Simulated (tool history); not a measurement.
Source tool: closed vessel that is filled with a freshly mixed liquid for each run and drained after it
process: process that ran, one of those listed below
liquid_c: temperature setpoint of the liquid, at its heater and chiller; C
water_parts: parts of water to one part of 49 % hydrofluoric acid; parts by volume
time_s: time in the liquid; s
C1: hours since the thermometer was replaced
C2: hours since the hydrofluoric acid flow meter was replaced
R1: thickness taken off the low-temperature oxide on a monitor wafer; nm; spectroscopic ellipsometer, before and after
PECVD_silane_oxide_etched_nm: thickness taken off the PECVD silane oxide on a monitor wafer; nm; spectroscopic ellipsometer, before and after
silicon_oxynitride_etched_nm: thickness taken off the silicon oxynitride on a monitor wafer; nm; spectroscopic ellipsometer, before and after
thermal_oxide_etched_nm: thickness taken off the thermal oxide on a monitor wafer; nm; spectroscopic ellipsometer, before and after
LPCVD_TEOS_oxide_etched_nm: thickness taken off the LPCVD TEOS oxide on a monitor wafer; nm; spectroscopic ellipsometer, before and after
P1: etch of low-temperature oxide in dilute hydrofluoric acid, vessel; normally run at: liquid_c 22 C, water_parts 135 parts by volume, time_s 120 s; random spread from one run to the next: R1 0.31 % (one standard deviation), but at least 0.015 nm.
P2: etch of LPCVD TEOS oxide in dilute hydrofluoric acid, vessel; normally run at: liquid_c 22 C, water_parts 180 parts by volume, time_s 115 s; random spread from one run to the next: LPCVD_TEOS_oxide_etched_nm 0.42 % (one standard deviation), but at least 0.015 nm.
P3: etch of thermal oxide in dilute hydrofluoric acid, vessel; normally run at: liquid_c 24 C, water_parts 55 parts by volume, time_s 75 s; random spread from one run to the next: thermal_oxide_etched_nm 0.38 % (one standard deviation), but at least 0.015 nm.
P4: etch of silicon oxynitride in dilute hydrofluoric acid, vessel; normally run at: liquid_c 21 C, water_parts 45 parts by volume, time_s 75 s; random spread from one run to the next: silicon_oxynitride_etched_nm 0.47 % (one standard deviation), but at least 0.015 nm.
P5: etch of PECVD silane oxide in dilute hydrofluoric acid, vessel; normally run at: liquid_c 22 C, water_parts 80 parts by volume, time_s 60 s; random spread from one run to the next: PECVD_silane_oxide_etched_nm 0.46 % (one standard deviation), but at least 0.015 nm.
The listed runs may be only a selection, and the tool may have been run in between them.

run 1 day=0.338 | process=P1 liquid_c=22 water_parts=135 time_s=120 | C1=187.8 C2=1410.3 | R1=23.481
run 2 day=1.079 | process=P5 liquid_c=22 water_parts=80 time_s=60 | C1=205.6 C2=1428.1 | PECVD_silane_oxide_etched_nm=19.684
run 3 day=1.646 | process=P4 liquid_c=21 water_parts=45 time_s=75 | C1=219.2 C2=1441.7 | silicon_oxynitride_etched_nm=4.4269
run 4 day=2.325 | process=P1 liquid_c=22 water_parts=135 time_s=120 | C1=235.5 C2=1458 | R1=23.434
run 5 day=2.867 | process=P3 liquid_c=24 water_parts=55 time_s=30 | C1=248.5 C2=1471 | thermal_oxide_etched_nm=2.7731
run 6 day=3.362 | process=P5 liquid_c=30 water_parts=80 time_s=60 | C1=260.4 C2=1482.9 | PECVD_silane_oxide_etched_nm=26.854
run 7 day=4.067 | process=P1 liquid_c=17 water_parts=135 time_s=30 | C1=277.3 C2=1499.8 | R1=4.8153
run 8 day=4.788 | process=P3 liquid_c=24 water_parts=55 time_s=75 | C1=294.6 C2=1517.1 | thermal_oxide_etched_nm=6.9813
run 9 day=5.362 | process=P4 liquid_c=21 water_parts=45 time_s=75 | C1=308.4 C2=1530.9 | silicon_oxynitride_etched_nm=4.5241
run 10 day=5.933 | process=P5 liquid_c=22 water_parts=80 time_s=60 | C1=322.1 C2=1544.6 | PECVD_silane_oxide_etched_nm=19.53
run 11 day=6.283 | process=P4 liquid_c=21 water_parts=45 time_s=125 | C1=330.5 C2=1553 | silicon_oxynitride_etched_nm=7.4951
run 12 day=6.925 | process=P5 liquid_c=22 water_parts=35 time_s=60 | C1=345.9 C2=1568.4 | PECVD_silane_oxide_etched_nm=47.644
run 13 day=7.679 | process=P3 liquid_c=24 water_parts=55 time_s=75 | C1=364 C2=1586.5 | thermal_oxide_etched_nm=6.9851
run 14 day=8.067 | process=P1 liquid_c=22 water_parts=70 time_s=120 | C1=373.3 C2=1595.8 | R1=48.896
run 15 day=8.492 | process=P5 liquid_c=22 water_parts=80 time_s=30 | C1=383.5 C2=1606 | PECVD_silane_oxide_etched_nm=9.85
run 16 day=8.862 | process=P1 liquid_c=17 water_parts=135 time_s=120 | C1=392.4 C2=1614.9 | R1=19.201
run 17 day=9.433 | process=P1 liquid_c=22 water_parts=135 time_s=120 | C1=406.1 C2=1628.6 | R1=23.446
run 18 day=9.912 | process=P3 liquid_c=30.5 water_parts=55 time_s=75 | C1=417.6 C2=1640.1 | thermal_oxide_etched_nm=9.0162
run 19 day=10.575 | process=P1 liquid_c=22 water_parts=135 time_s=45 | C1=433.5 C2=1656 | R1=8.7947
run 20 day=11.204 | process=P2 liquid_c=22 water_parts=180 time_s=115 | C1=448.6 C2=1671.1 | LPCVD_TEOS_oxide_etched_nm=9.0871
run 21 day=11.596 | process=P3 liquid_c=24 water_parts=80 time_s=75 | C1=458 C2=1680.5 | thermal_oxide_etched_nm=4.6474
run 22 day=12.288 | process=P1 liquid_c=22 water_parts=135 time_s=120 | C1=474.6 C2=1697.1 | R1=23.478
run 23 day=12.9 | process=P1 liquid_c=22 water_parts=135 time_s=120 | C1=489.3 C2=1711.8 | R1=23.495
run 24 day=13.475 | process=P4 liquid_c=17 water_parts=45 time_s=75 | C1=503.1 C2=1725.6 | silicon_oxynitride_etched_nm=3.6696

Estimate the outcome of run 25 from the log above:
run 25 day=13.825 | process=P1 liquid_c=22 water_parts=135 time_s=230 | C1=511.5 C2=1734 | R1=?

R1: 45.148 nm
